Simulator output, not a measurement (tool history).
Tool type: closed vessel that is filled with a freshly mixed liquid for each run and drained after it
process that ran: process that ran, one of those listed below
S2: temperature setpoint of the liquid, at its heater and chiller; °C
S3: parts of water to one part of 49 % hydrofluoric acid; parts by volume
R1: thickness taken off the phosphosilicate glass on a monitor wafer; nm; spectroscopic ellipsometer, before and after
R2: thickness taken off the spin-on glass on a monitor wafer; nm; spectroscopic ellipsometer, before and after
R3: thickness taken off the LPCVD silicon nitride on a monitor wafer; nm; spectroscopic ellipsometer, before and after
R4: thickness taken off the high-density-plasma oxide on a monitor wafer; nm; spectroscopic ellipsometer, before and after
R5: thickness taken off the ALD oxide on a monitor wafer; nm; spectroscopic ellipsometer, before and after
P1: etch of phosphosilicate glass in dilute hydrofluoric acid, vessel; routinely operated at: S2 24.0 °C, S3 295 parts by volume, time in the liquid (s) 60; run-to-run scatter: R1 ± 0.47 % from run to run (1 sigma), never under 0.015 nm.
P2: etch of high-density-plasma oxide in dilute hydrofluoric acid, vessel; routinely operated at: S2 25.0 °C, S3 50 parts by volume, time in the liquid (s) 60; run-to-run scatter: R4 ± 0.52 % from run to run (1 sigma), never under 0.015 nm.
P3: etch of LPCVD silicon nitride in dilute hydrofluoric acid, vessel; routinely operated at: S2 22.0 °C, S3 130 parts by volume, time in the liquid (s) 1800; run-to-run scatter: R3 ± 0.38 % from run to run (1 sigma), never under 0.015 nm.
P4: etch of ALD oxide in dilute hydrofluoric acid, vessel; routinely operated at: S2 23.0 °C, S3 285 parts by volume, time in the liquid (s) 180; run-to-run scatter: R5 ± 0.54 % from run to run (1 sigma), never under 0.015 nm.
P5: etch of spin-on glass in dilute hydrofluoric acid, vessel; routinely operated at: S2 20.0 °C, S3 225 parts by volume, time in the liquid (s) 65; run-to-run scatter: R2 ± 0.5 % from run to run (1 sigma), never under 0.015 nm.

{"run": 1, "day": 0.546, "process that ran": "P1", "S2": 24.0, "S3": 295, "time in the liquid (s)": 60, "R1": 32.97}
{"run": 2, "day": 0.833, "process that ran": "P1", "S2": 24.0, "S3": 475, "time in the liquid (s)": 30, "R1": 8.7093}
{"run": 3, "day": 1.171, "process that ran": "P5", "S2": 25.5, "S3": 225, "time in the liquid (s)": 65, "R2": 7.707}
{"run": 4, "day": 1.667, "process that ran": "P3", "S2": 22.0, "S3": 130, "time in the liquid (s)": 1800, "R3": 5.7326}
{"run": 5, "day": 2.071, "process that ran": "P2", "S2": 25.0, "S3": 50, "time in the liquid (s)": 95, "R4": 23.049}
{"run": 6, "day": 2.562, "process that ran": "P1", "S2": 19.5, "S3": 295, "time in the liquid (s)": 60, "R1": 27.921}
{"run": 7, "day": 2.854, "process that ran": "P4", "S2": 28.5, "S3": 285, "time in the liquid (s)": 180, "R5": 7.6417}
{"run": 8, "day": 3.1, "process that ran": "P1", "S2": 24.0, "S3": 295, "time in the liquid (s)": 30, "R1": 16.612}
{"run": 9, "day": 3.462, "process that ran": "P4", "S2": 23.0, "S3": 285, "time in the liquid (s)": 180, "R5": 6.3562}
{"run": 10, "day": 3.858, "process that ran": "P2", "S2": 25.0, "S3": 80, "time in the liquid (s)": 60, "R4": 8.7229}
{"run": 11, "day": 4.183, "process that ran": "P3", "S2": 27.5, "S3": 130, "time in the liquid (s)": 1800, "R3": 8.3135}
{"run": 12, "day": 4.512, "process that ran": "P1", "S2": 24.0, "S3": 100, "time in the liquid (s)": 60, "R1": 120.67}
{"run": 13, "day": 4.812, "process that ran": "P2", "S2": 25.0, "S3": 50, "time in the liquid (s)": 60, "R4": 14.557}
{"run": 14, "day": 5.267, "process that ran": "P1", "S2": 24.0, "S3": 295, "time in the liquid (s)": 95, "R1": 52.142}
{"run": 15, "day": 5.554, "process that ran": "P3", "S2": 22.0, "S3": 130, "time in the liquid (s)": 2845, "R3": 9.0532}
{"run": 16, "day": 6.033, "process that ran": "P5", "S2": 20.0, "S3": 225, "time in the liquid (s)": 100, "R2": 9.7615}
{"run": 17, "day": 6.3, "process that ran": "P1", "S2": 24.0, "S3": 295, "time in the liquid (s)": 60, "R1": 32.918}
{"run": 18, "day": 6.821, "process that ran": "P3", "S2": 22.0, "S3": 130, "time in the liquid (s)": 1800, "R3": 5.7785}
{"run": 19, "day": 7.071, "process that ran": "P3", "S2": 22.0, "S3": 60, "time in the liquid (s)": 1800, "R3": 12.329}
{"run": 20, "day": 7.454, "process that ran": "P5", "S2": 20.0, "S3": 225, "time in the liquid (s)": 65, "R2": 6.3209}
{"run": 21, "day": 7.95, "process that ran": "P4", "S2": 23.0, "S3": 285, "time in the liquid (s)": 40, "R5": 1.4432}
{"run": 22, "day": 8.371, "process that ran": "P2", "S2": 32.0, "S3": 50, "time in the liquid (s)": 60, "R4": 19.426}
{"run": 23, "day": 8.754, "process that ran": "P1", "S2": 18.0, "S3": 295, "time in the liquid (s)": 115, "R1": 50.604}
{"run": 24, "day": 9.233, "process that ran": "P1", "S2": 24.0, "S3": 295, "time in the liquid (s)": 60, "R1": 33.119}
{"run": 25, "day": 9.525, "process that ran": "P1", "S2": 24.0, "S3": 295, "time in the liquid (s)": 60, "R1": 32.928}
{"run": 26, "day": 9.908, "process that ran": "P4", "S2": 23.0, "S3": 470, "time in the liquid (s)": 180, "R5": 3.2994}
{"run": 27, "day": 10.183, "process that ran": "P1", "S2": 24.0, "S3": 505, "time in the liquid (s)": 60, "R1": 15.891}
{"run": 28, "day": 10.646, "process that ran": "P1", "S2": 32.0, "S3": 295, "time in the liquid (s)": 60, "R1": 43.148}
{"run": 29, "day": 11.038, "process that ran": "P1", "S2": 24.0, "S3": 295, "time in the liquid (s)": 60, "R1": 33.27}
{"run": 30, "day": 11.529, "process that ran": "P5", "S2": 20.0, "S3": 310, "time in the liquid (s)": 65, "R2": 4.2395}
{"run": 31, "day": 11.871, "process that ran": "P1", "S2": 24.0, "S3": 295, "time in the liquid (s)": 60, "R1": 33.222}
{"run": 32, "day": 12.304, "process that ran": "P1", "S2": 24.0, "S3": 295, "time in the liquid (s)": 60, "R1": 33.813}
{"run": 33, "day": 12.712, "process that ran": "P1", "S2": 24.0, "S3": 295, "time in the liquid (s)": 60, "R1": 34.389}
{"run": 34, "day": 13.183, "process that ran": "P1", "S2": 24.0, "S3": 295, "time in the liquid (s)": 60, "R1": 34.273}
{"run": 35, "day": 13.433, "process that ran": "P1", "S2": 24.0, "S3": 295, "time in the liquid (s)": 60, "R1": 34.312}
{"run": 36, "day": 13.979, "process that ran": "P1", "S2": 24.0, "S3": 295, "time in the liquid (s)": 60, "R1": 34.697}
{"run": 37, "day": 14.338, "process that ran": "P1", "S2": 24.0, "S3": 295, "time in the liquid (s)": 60, "R1": 34.808}
{"run": 38, "day": 14.762, "process that ran": "P1", "S2": 24.0, "S3": 295, "time in the liquid (s)": 60, "R1": 34.664}
{"run": 39, "day": 15.088, "process that ran": "P1", "S2": 24.0, "S3": 295, "time in the liquid (s)": 60, "R1": 34.85}
{"run": 40, "day": 15.408, "process that ran": "P1", "S2": 24.0, "S3": 295, "time in the liquid (s)": 60, "R1": 34.93}
{"run": 41, "day": 15.8, "process that ran": "P1", "S2": 24.0, "S3": 295, "time in the liquid (s)": 60, "R1": 34.884}
{"run": 42, "day": 16.054, "process that ran": "P1", "S2": 24.0, "S3": 295, "time in the liquid (s)": 60, "R1": 34.881}

P1 no longer gives what it gave before; its output has crept away from where it was. The following 2 causes, each at its listed size, fit the log equally well:
A: liquid hotter than its thermometer reads (K) = 1.52
B: hydrofluoric acid flow above the setpoint (%) = 4.15
Onset of the creep was near day 11.871.

The check runs listed below each take one wafer, and their results are still question marks. Under which run would the listed causes lead to clearly different results?
{"run": "check 1", "day": 16.308, "process that ran": "P2", "S2": 31.5, "S3": 70, "time in the liquid (s)": 60, "R4": "?"}
{"run": "check 2", "day": 16.308, "process that ran": "P4", "S2": 23.0, "S3": 365, "time in the liquid (s)": 115, "R5": "?"}
{"run": "check 3", "day": 16.308, "process that ran": "P3", "S2": 22.0, "S3": 60, "time in the liquid (s)": 1800, "R3": "?"}
{"run": "check 4", "day": 16.308, "process that ran": "P5", "S2": 25.5, "S3": 225, "time in the liquid (s)": 65, "R2": "?"}

What each check would give under each cause:
check=check_1 result=R4 if_A=13.8500 if_B=13.6790
check=check_2 result=R5 if_A=3.1026 if_B=3.1113
check=check_3 result=R3 if_A=13.6670 if_B=12.8300
check=check_4 result=R2 if_A=8.1789 if_B=8.1509
Separation of the two closest causes in each check, using whichever result separates them best: check 1 1.24 %; check 2 0.28 %; check 3 6.32 %; check 4 0.34 %
Of the check runs offered, only check 3 discriminates between the causes; the rest would read about the same regardless of which cause applies.

Check 3 was then run and gave: R3 13.7240 nm. Which cause is it?

The correct cause is A, namely: liquid hotter than its thermometer reads (K).

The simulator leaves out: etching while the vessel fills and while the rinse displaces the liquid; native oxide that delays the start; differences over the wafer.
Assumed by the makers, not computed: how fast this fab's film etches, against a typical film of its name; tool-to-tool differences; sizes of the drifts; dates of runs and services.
